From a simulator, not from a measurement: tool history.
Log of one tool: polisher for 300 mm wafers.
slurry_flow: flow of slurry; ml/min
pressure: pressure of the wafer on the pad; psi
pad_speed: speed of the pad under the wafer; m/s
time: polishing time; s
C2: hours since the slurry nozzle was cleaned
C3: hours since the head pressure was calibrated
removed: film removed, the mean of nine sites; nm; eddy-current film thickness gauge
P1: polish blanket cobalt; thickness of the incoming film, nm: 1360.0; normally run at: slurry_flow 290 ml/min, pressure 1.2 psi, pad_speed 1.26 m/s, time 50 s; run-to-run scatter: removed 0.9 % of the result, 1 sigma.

{"run": 1, "hour": 3.4, "slurry_flow": 290, "pressure": 1.2, "pad_speed": 1.26, "time": 50, "wafers polished on this pad": 852, "C2": 115.7, "C3": 328.0, "removed": 166.77}
{"run": 2, "hour": 7.8, "slurry_flow": 290, "pressure": 1.2, "pad_speed": 1.26, "time": 50, "wafers polished on this pad": 907, "C2": 120.1, "C3": 332.4, "removed": 166.54}
{"run": 3, "hour": 12.9, "slurry_flow": 290, "pressure": 1.2, "pad_speed": 1.26, "time": 50, "wafers polished on this pad": 969, "C2": 125.2, "C3": 337.5, "removed": 167.37}
{"run": 4, "hour": 17.3, "slurry_flow": 175, "pressure": 1.2, "pad_speed": 1.26, "time": 50, "wafers polished on this pad": 1024, "C2": 129.6, "C3": 341.9, "removed": 156.65}
{"run": 5, "hour": 22.1, "slurry_flow": 435, "pressure": 1.2, "pad_speed": 1.26, "time": 50, "wafers polished on this pad": 1083, "C2": 134.4, "C3": 346.7, "removed": 174.04}
{"run": 6, "hour": 27.7, "slurry_flow": 290, "pressure": 1.8, "pad_speed": 1.26, "time": 50, "wafers polished on this pad": 1152, "C2": 140.0, "C3": 352.3, "removed": 256.09}
{"run": 7, "hour": 32.2, "slurry_flow": 290, "pressure": 1.2, "pad_speed": 1.26, "time": 23, "wafers polished on this pad": 1207, "C2": 144.5, "C3": 356.8, "removed": 76.952}
{"run": 8, "hour": 38.0, "slurry_flow": 290, "pressure": 0.9, "pad_speed": 1.26, "time": 50, "wafers polished on this pad": 1278, "C2": 150.3, "C3": 362.6, "removed": 125.78}
{"run": 9, "hour": 42.7, "slurry_flow": 290, "pressure": 1.2, "pad_speed": 1.26, "time": 78, "wafers polished on this pad": 1336, "C2": 155.0, "C3": 367.3, "removed": 261.89}
{"run": 10, "hour": 47.7, "slurry_flow": 290, "pressure": 1.2, "pad_speed": 1.26, "time": 50, "wafers polished on this pad": 1398, "C2": 160.0, "C3": 372.3, "removed": 167.57}
{"run": 11, "hour": 52.0, "slurry_flow": 290, "pressure": 1.2, "pad_speed": 0.74, "time": 50, "wafers polished on this pad": 1451, "C2": 164.3, "C3": 376.6, "removed": 98.433}
{"run": 12, "hour": 56.4, "slurry_flow": 215, "pressure": 0.8, "pad_speed": 1.26, "time": 50, "wafers polished on this pad": 1505, "C2": 168.7, "C3": 381.0, "removed": 107.15}
{"run": 13, "hour": 60.1, "slurry_flow": 290, "pressure": 1.2, "pad_speed": 1.26, "time": 50, "wafers polished on this pad": 1550, "C2": 172.4, "C3": 384.7, "removed": 169.4}
{"run": 14, "hour": 64.8, "slurry_flow": 290, "pressure": 1.2, "pad_speed": 1.74, "time": 50, "wafers polished on this pad": 1608, "C2": 177.1, "C3": 389.4, "removed": 231.41}
{"run": 15, "hour": 67.7, "slurry_flow": 290, "pressure": 1.2, "pad_speed": 1.26, "time": 50, "wafers polished on this pad": 1644, "C2": 180.0, "C3": 392.3, "removed": 166.14}
{"run": 16, "hour": 72.2, "slurry_flow": 290, "pressure": 1.2, "pad_speed": 1.26, "time": 50, "wafers polished on this pad": 1699, "C2": 184.5, "C3": 396.8, "removed": 168.42}
{"run": 17, "hour": 77.4, "slurry_flow": 290, "pressure": 1.2, "pad_speed": 1.58, "time": 70, "wafers polished on this pad": 1763, "C2": 189.7, "C3": 402.0, "removed": 299.96}
{"run": 18, "hour": 82.4, "slurry_flow": 290, "pressure": 1.5, "pad_speed": 1.26, "time": 64, "wafers polished on this pad": 1825, "C2": 194.7, "C3": 407.0, "removed": 271.58}
{"run": 19, "hour": 88.2, "slurry_flow": 290, "pressure": 1.2, "pad_speed": 1.26, "time": 50, "wafers polished on this pad": 1896, "C2": 200.5, "C3": 412.8, "removed": 165.95}
{"run": 20, "hour": 91.1, "slurry_flow": 290, "pressure": 1.2, "pad_speed": 1.26, "time": 50, "wafers polished on this pad": 1932, "C2": 203.4, "C3": 415.7, "removed": 168.05}
{"run": 21, "hour": 97.1, "slurry_flow": 290, "pressure": 1.2, "pad_speed": 1.26, "time": 50, "wafers polished on this pad": 2006, "C2": 209.4, "C3": 421.7, "removed": 162.77}
{"hour": 100.6, "done": "head pressure recalibrated"}
{"run": 22, "hour": 101.0, "slurry_flow": 290, "pressure": 1.2, "pad_speed": 1.26, "time": 50, "wafers polished on this pad": 2054, "C2": 213.3, "C3": 0.4, "removed": 161.04}
{"run": 23, "hour": 104.8, "slurry_flow": 290, "pressure": 1.2, "pad_speed": 1.26, "time": 50, "wafers polished on this pad": 2101, "C2": 217.1, "C3": 4.2, "removed": 163.68}
{"run": 24, "hour": 111.0, "slurry_flow": 290, "pressure": 1.2, "pad_speed": 1.26, "time": 50, "wafers polished on this pad": 2177, "C2": 223.3, "C3": 10.4, "removed": 160.57}
{"run": 25, "hour": 114.9, "slurry_flow": 290, "pressure": 1.2, "pad_speed": 1.26, "time": 50, "wafers polished on this pad": 2225, "C2": 227.2, "C3": 14.3, "removed": 157.98}
{"run": 26, "hour": 120.0, "slurry_flow": 290, "pressure": 1.2, "pad_speed": 1.26, "time": 50, "wafers polished on this pad": 2288, "C2": 232.3, "C3": 19.4, "removed": 161.41}

What P1 gives has crept away from where it was. These 2 causes fit the log equally well, each at the size given:
A: slurry flow missing at the pad, % = 37.4
B: removal rate lost through wear of the pad, % = 5.34
The creep began at about hour 88.2.
Why every other cause is out:
head's pressure below its setpoint, %: serviced at hour 100.6, which brought nothing back

4 check runs are offered, each on 5 wafers whose results are averaged, their results left as question marks. Which one tells the causes apart?
{"run": "check 1", "hour": 125.1, "slurry_flow": 290, "pressure": 1.7, "pad_speed": 1.64, "time": 50, "removed": "?"}
{"run": "check 2", "hour": 125.1, "slurry_flow": 290, "pressure": 1.7, "pad_speed": 1.26, "time": 50, "removed": "?"}
{"run": "check 3", "hour": 125.1, "slurry_flow": 175, "pressure": 1.2, "pad_speed": 1.58, "time": 50, "removed": "?"}
{"run": "check 4", "hour": 125.1, "slurry_flow": 290, "pressure": 1.2, "pad_speed": 1.26, "time": 66, "removed": "?"}

What each check would give under each cause:
check=check_1 result=removed if_A=293.680 if_B=293.660
check=check_2 result=removed if_A=225.630 if_B=225.620
check=check_3 result=removed if_A=181.960 if_B=188.040
check=check_4 result=removed if_A=210.240 if_B=210.220
How far apart the two closest causes lie, in the result that separates them most: check 1 0.01 %; check 2 0.01 %; check 3 3.28 %; check 4 0.01 %
Check 3 tells the causes apart: in the others they would give nearly the same result.

Check 3 was then run and gave: removed 188.650 nm. Which cause is it?

It is B: removal rate lost through wear of the pad, %.
